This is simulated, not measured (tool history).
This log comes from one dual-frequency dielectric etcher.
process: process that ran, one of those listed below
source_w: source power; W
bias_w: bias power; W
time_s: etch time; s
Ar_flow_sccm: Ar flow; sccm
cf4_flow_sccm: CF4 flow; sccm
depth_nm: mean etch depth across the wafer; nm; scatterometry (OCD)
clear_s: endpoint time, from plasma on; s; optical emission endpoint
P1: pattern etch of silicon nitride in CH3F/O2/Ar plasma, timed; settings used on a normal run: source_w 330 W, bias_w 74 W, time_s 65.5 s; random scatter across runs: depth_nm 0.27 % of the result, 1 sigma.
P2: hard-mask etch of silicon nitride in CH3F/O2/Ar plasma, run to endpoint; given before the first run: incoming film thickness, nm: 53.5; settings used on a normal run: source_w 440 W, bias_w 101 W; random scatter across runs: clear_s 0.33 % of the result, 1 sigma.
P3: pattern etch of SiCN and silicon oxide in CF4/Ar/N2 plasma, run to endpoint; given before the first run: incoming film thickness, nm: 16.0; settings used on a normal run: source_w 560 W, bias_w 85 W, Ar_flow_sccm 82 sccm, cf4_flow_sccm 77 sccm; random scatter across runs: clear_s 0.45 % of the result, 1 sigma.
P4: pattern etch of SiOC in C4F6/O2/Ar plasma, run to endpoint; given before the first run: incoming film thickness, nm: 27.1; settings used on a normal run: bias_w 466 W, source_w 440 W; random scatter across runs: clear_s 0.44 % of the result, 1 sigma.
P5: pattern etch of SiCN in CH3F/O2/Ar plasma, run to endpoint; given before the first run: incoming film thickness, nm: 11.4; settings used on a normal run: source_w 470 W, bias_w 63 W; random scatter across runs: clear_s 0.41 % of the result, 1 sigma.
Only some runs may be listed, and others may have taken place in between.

run	hour	process	source_w	bias_w	time_s	Ar_flow_sccm	cf4_flow_sccm	hours since the last wet clean	hours since the last source power generator calibration	hours since the last bias power generator calibration	depth_nm	clear_s
1	7.6	P1	330	74	65.5			328.9	713.4	1872	44.685	
2	21.8	P2	440	101				343.1	727.6	1886.2		66.988
3	34	P3	560	85		82	96	355.3	739.8	1898.4		13.917
4	44.6	P1	330	52	65.5			365.9	750.4	1909	39.492	
5	55.6	P1	330	74	44.5			376.9	761.4	1920	30.316	
6	68	P1	270	88	65.5			389.3	773.8	1932.4	44.001	
7	80.6	P5	470	63				401.9	786.4	1945		30.725
8	88.2	P3	560	103		82	77	409.5	794	1952.6		13.498
9	95.3	P1	400	74	65.5			416.6	801.1	1959.7	48.094	
10	103.8	P5	470	63				425.1	809.6	1968.2		30.681
11	117.3	P3	560	85		82	77	438.6	823.1	1981.7		14.369
12	130.2	P3	680	85		82	77	451.5	836	1994.6		12.058
13	139.8	P5	470	77				461.1	845.6	2004.2		28.76
14	152.5	P1	330	74	90.5			473.8	858.3	2016.9	61.983	
15	167.1	P4	560	466				488.4	872.9	2031.5		8.0727
16	179.8	P2	280	101				501.1	885.6	2044.2		78.615
17	192.6	P4	440	651				513.9	898.4	2057		7.8401
18	204	P4	440	466				525.3	909.8	2068.4		8.8788
19	218	P1	330	74	65.5			539.3	923.8	2082.4	44.726	

Run 20 is up next; what results do you expect?
20	231.9	P2	440	134				553.2	937.7	2096.3		?

Run 20 came out at clear_s 59.899 s.
